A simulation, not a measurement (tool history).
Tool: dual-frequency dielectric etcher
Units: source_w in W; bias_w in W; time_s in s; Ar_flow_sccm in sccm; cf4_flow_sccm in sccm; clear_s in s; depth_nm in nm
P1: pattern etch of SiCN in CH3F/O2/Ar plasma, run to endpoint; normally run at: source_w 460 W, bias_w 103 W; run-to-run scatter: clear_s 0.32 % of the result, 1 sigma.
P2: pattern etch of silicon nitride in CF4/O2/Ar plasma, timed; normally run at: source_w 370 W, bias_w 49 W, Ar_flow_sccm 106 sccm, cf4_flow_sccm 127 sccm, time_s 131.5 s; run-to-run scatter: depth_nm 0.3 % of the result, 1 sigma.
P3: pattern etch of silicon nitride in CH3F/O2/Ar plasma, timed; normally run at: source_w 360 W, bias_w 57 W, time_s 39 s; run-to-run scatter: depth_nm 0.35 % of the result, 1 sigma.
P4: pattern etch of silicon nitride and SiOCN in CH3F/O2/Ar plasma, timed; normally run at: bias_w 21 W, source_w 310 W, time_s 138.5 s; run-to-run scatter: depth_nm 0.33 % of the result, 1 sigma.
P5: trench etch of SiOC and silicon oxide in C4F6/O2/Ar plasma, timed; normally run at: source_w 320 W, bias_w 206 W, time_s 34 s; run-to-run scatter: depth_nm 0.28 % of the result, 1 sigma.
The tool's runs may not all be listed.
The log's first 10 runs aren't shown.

run,hour,process,source_w,bias_w,time_s,Ar_flow_sccm,cf4_flow_sccm,clear_s,depth_nm
11,153.9,P1,460,77,,,,16.847,
12,172.6,P1,460,134,,,,13.69,
13,188.2,P3,510,57,39,,,,28.465
14,201.2,P2,370,49,131.5,106,179,,211.68
15,212.8,P2,250,49,131.5,106,127,,145.4
16,222.6,P2,370,49,131.5,106,127,,204.73
17,241.2,P5,320,206,25,,,,46.552
18,259.5,P3,360,57,39,,,,24.973
19,270.4,P1,460,103,,,,15.023,
20,283.4,P3,360,72,39,,,,27.049
21,299.4,P1,460,103,,,,15.044,
22,308.1,P3,360,57,52,,,,33.241
23,325,P2,370,60,131.5,106,127,,220.54
24,334.6,P1,580,139,,,,12.339,
25,352.7,P5,320,164,34,,,,58.92
26,366.2,P4,190,21,138.5,,,,13.831
27,378.5,P5,320,206,34,,,,63.055
28,391,P4,310,21,101,,,,12.051
29,399.4,P2,370,49,131.5,140,127,,197.7
30,407.9,P4,310,21,138.5,,,,16.365
31,419,P1,460,103,,,,15.064,
32,430.2,P1,460,103,,,,15.178,
33,438.8,P1,460,103,,,,15.297,
34,448.4,P1,460,103,,,,15.286,

Forecast run 35:
35,467,P1,460,103,,,,?,

{"run 35": {"clear_s": 15.387}}

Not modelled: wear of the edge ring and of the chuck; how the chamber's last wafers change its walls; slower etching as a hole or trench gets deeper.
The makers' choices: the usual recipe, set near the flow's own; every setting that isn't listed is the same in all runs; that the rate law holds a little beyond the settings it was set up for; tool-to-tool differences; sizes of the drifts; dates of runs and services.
